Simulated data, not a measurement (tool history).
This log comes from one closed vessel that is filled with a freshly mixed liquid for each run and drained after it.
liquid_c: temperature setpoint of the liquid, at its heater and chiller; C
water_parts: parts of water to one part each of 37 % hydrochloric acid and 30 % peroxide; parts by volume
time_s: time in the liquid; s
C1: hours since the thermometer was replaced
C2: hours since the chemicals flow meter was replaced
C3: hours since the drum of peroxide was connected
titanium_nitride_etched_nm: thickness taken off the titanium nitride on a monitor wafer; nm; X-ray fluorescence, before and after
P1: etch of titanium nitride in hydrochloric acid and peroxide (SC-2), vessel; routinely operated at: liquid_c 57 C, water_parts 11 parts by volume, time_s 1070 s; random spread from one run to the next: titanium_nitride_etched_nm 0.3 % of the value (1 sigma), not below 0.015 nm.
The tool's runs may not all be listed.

Run 1, hour 14.4: liquid_c 57 C, water_parts 11 parts by volume, time_s 1070 s; C1 338.6; C2 591; C3 355.2. Result: titanium_nitride_etched_nm 24.036 nm.
Run 2, hour 24.1: liquid_c 57 C, water_parts 11 parts by volume, time_s 1070 s; C1 348.3; C2 600.7; C3 364.9. Result: titanium_nitride_etched_nm 23.882 nm.
At hour 29.4: thermometer replaced.
Run 3, hour 37.4: liquid_c 42 C, water_parts 16.5 parts by volume, time_s 1070 s; C1 8.1; C2 614; C3 378.2. Result: titanium_nitride_etched_nm 6.1713 nm.
Run 4, hour 47.5: liquid_c 57 C, water_parts 20 parts by volume, time_s 1070 s; C1 18.2; C2 624.1; C3 388.3. Result: titanium_nitride_etched_nm 14.138 nm.
Run 5, hour 61.3: liquid_c 66.5 C, water_parts 11 parts by volume, time_s 1070 s; C1 32; C2 637.9; C3 402.1. Result: titanium_nitride_etched_nm 43.145 nm.
Run 6, hour 76.8: liquid_c 57 C, water_parts 4 parts by volume, time_s 1070 s; C1 47.5; C2 653.4; C3 417.6. Result: titanium_nitride_etched_nm 51.93 nm.
Run 7, hour 93.6: liquid_c 57 C, water_parts 11 parts by volume, time_s 1070 s; C1 64.3; C2 670.2; C3 434.4. Result: titanium_nitride_etched_nm 24.069 nm.
Run 8, hour 106.1: liquid_c 57 C, water_parts 11 parts by volume, time_s 1070 s; C1 76.8; C2 682.7; C3 446.9. Result: titanium_nitride_etched_nm 24.046 nm.
At hour 119.1: new drum of peroxide connected.
Run 9, hour 122.2: liquid_c 57 C, water_parts 11 parts by volume, time_s 1070 s; C1 92.9; C2 698.8; C3 3.2. Result: titanium_nitride_etched_nm 23.8 nm.
Run 10, hour 137.3: liquid_c 57 C, water_parts 11 parts by volume, time_s 1565 s; C1 108; C2 713.9; C3 18.3. Result: titanium_nitride_etched_nm 35.043 nm.
Run 11, hour 152.3: liquid_c 42.5 C, water_parts 11 parts by volume, time_s 1070 s; C1 123; C2 728.9; C3 33.3. Result: titanium_nitride_etched_nm 9.0603 nm.
Run 12, hour 159.8: liquid_c 57 C, water_parts 11 parts by volume, time_s 140 s; C1 130.5; C2 736.4; C3 40.8. Result: titanium_nitride_etched_nm 3.1334 nm.
Run 13, hour 172.8: liquid_c 57 C, water_parts 11 parts by volume, time_s 1070 s; C1 143.5; C2 749.4; C3 53.8. Result: titanium_nitride_etched_nm 23.966 nm.
Run 14, hour 188.7: liquid_c 57 C, water_parts 11 parts by volume, time_s 1070 s; C1 159.4; C2 765.3; C3 69.7. Result: titanium_nitride_etched_nm 23.138 nm.
Run 15, hour 199.5: liquid_c 57 C, water_parts 11 parts by volume, time_s 1070 s; C1 170.2; C2 776.1; C3 80.5. Result: titanium_nitride_etched_nm 22.661 nm.
Run 16, hour 215.9: liquid_c 57 C, water_parts 11 parts by volume, time_s 1070 s; C1 186.6; C2 792.5; C3 96.9. Result: titanium_nitride_etched_nm 22.241 nm.
Run 17, hour 231: liquid_c 57 C, water_parts 11 parts by volume, time_s 1070 s; C1 201.7; C2 807.6; C3 112. Result: titanium_nitride_etched_nm 21.961 nm.
At hour 247.2: new drum of peroxide connected.
Run 18, hour 247.8: liquid_c 57 C, water_parts 11 parts by volume, time_s 1070 s; C1 218.5; C2 824.4; C3 0.6. Result: titanium_nitride_etched_nm 21.849 nm.
Run 19, hour 257.6: liquid_c 57 C, water_parts 11 parts by volume, time_s 1070 s; C1 228.3; C2 834.2; C3 10.4. Result: titanium_nitride_etched_nm 21.881 nm.
Run 20, hour 266.3: liquid_c 57 C, water_parts 11 parts by volume, time_s 1070 s; C1 237; C2 842.9; C3 19.1. Result: titanium_nitride_etched_nm 21.853 nm.
Run 21, hour 274.3: liquid_c 57 C, water_parts 11 parts by volume, time_s 1070 s; C1 245; C2 850.9; C3 27.1. Result: titanium_nitride_etched_nm 21.723 nm.
Run 22, hour 284.4: liquid_c 57 C, water_parts 11 parts by volume, time_s 1070 s; C1 255.1; C2 861; C3 37.2. Result: titanium_nitride_etched_nm 21.706 nm.
Run 23, hour 295.6: liquid_c 57 C, water_parts 11 parts by volume, time_s 1070 s; C1 266.3; C2 872.2; C3 48.4. Result: titanium_nitride_etched_nm 21.742 nm.

Expected results for the next run?
Run 24, hour 306.1: liquid_c 57 C, water_parts 11 parts by volume, time_s 1070 s; C1 276.8; C2 882.7; C3 58.9. Result: titanium_nitride_etched_nm ?.

Logged for run 24: titanium_nitride_etched_nm 21.767 nm.

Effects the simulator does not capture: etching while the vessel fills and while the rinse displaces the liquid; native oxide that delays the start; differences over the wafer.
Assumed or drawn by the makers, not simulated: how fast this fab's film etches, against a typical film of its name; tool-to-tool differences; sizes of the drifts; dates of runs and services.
